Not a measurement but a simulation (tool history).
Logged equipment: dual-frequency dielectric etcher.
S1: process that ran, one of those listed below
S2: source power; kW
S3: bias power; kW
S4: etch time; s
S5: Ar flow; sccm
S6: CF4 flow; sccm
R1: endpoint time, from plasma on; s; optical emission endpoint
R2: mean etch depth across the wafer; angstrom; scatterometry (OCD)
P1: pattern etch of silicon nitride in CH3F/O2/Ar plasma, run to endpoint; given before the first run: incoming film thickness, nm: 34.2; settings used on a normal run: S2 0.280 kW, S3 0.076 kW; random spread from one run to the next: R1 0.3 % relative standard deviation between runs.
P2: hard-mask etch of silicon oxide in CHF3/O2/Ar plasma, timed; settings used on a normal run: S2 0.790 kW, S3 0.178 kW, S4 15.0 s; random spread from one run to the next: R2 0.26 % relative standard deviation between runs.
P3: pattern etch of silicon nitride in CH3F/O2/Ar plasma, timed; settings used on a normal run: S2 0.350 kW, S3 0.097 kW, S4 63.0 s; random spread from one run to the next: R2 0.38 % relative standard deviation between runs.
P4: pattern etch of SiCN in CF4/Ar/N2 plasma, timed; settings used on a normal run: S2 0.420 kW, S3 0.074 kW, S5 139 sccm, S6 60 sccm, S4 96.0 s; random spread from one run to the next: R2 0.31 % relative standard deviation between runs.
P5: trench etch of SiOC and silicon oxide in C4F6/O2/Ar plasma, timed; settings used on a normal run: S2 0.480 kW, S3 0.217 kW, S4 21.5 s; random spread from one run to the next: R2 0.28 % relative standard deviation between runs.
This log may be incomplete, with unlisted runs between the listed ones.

run	hour	S1	S2	S3	S4	S5	S6	R1	R2
1	5.3	P1	0.280	0.076				56.659	
2	11.6	P5	0.480	0.160	21.5				433.90
3	21.2	P4	0.420	0.074	136.0	139	60		1021.40
4	30.8	P4	0.420	0.074	96.0	84	60		776.11
5	36.8	P2	0.970	0.178	15.0				350.72
6	42.0	P2	0.790	0.178	15.0				324.06
7	46.9	P3	0.350	0.077	63.0				408.80
8	56.4	P3	0.350	0.097	91.0				644.59
9	63.2	P3	0.350	0.097	63.0				445.00
10	70.6	P1	0.280	0.050				65.258	
11	77.6	P1	0.280	0.094				52.705	
12	87.1	P3	0.210	0.097	63.0				370.50
13	96.7	P5	0.300	0.217	21.5				398.25
14	102.4	P2	0.790	0.178	9.5				205.47
15	110.0	P5	0.480	0.217	21.5				475.03
16	116.3	P4	0.420	0.049	96.0	139	60		616.59
17	124.9	P1	0.210	0.076				63.423	
18	134.7	P5	0.480	0.217	29.0				643.98
19	139.4	P4	0.420	0.074	96.0	139	82		753.50
20	146.5	P3	0.350	0.097	63.0				444.01
21	152.2	P1	0.340	0.076				52.922	
22	159.1	P2	0.790	0.111	15.0				279.77
23	167.1	P1	0.280	0.076				56.943	
24	174.5	P4	0.530	0.074	96.0	139	60		879.19
25	180.8	P1	0.280	0.076				56.832	
26	185.4	P1	0.280	0.076				56.985	
27	192.2	P1	0.380	0.091				47.503	
28	198.2	P4	0.420	0.074	96.0	139	60		720.81
29	205.6	P2	0.790	0.178	15.0				323.64
30	214.2	P1	0.280	0.076				56.689	
31	224.1	P1	0.280	0.076				56.656	
32	232.1	P1	0.280	0.076				55.991	
# hour 239.8: wet clean of the chamber
33	240.2	P1	0.280	0.076				55.870	
34	247.7	P1	0.280	0.076				56.098	
35	255.4	P1	0.280	0.076				55.967	
36	263.1	P1	0.280	0.076				55.911	
37	270.6	P1	0.280	0.076				55.983	

P1 no longer gives what it gave before; its output has crept away from where it was. The following 2 causes, each at its listed size, fit the log equally well:
A: source power that arrives over what is set, % = 4.13
B: bias power that arrives over what is set, % = 4.33
At approximately hour 214.2, the process output began to creep.
Why every other cause is out:
chamber walls in a state that raises the etch rate, %: serviced at hour 239.8, which brought nothing back

Consider the 4 check runs below, whose results appear as question marks and each of which averages 2 wafers. Which one distinguishes the causes, in that each cause would give it a clearly different result?
check 1	278.1	P5	0.360	0.217	21.5				?
check 2	278.1	P3	0.230	0.097	63.0				?
check 3	278.1	P2	0.790	0.115	15.0				?
check 4	278.1	P4	0.420	0.074	118.5	87	60		?

Predicted outcomes, by check and by cause:
check	result	if A	if B
check 1	R2	433.72	433.09
check 2	R2	386.31	386.74
check 3	R2	287.57	286.60
check 4	R2	986.62	966.55
Per check, the gap between the least separated pair of causes, taken in the result that splits them most: check 1 0.14 %; check 2 0.11 %; check 3 0.34 %; check 4 2.05 %
Check 4 distinguishes between the causes, while the remaining checks would return nearly the same result for all of them.

Check 4 has now been run. It gave: R2 986.36 angstrom. Which of the candidate causes is it?

The correct cause is A, namely: source power that arrives over what is set, %.

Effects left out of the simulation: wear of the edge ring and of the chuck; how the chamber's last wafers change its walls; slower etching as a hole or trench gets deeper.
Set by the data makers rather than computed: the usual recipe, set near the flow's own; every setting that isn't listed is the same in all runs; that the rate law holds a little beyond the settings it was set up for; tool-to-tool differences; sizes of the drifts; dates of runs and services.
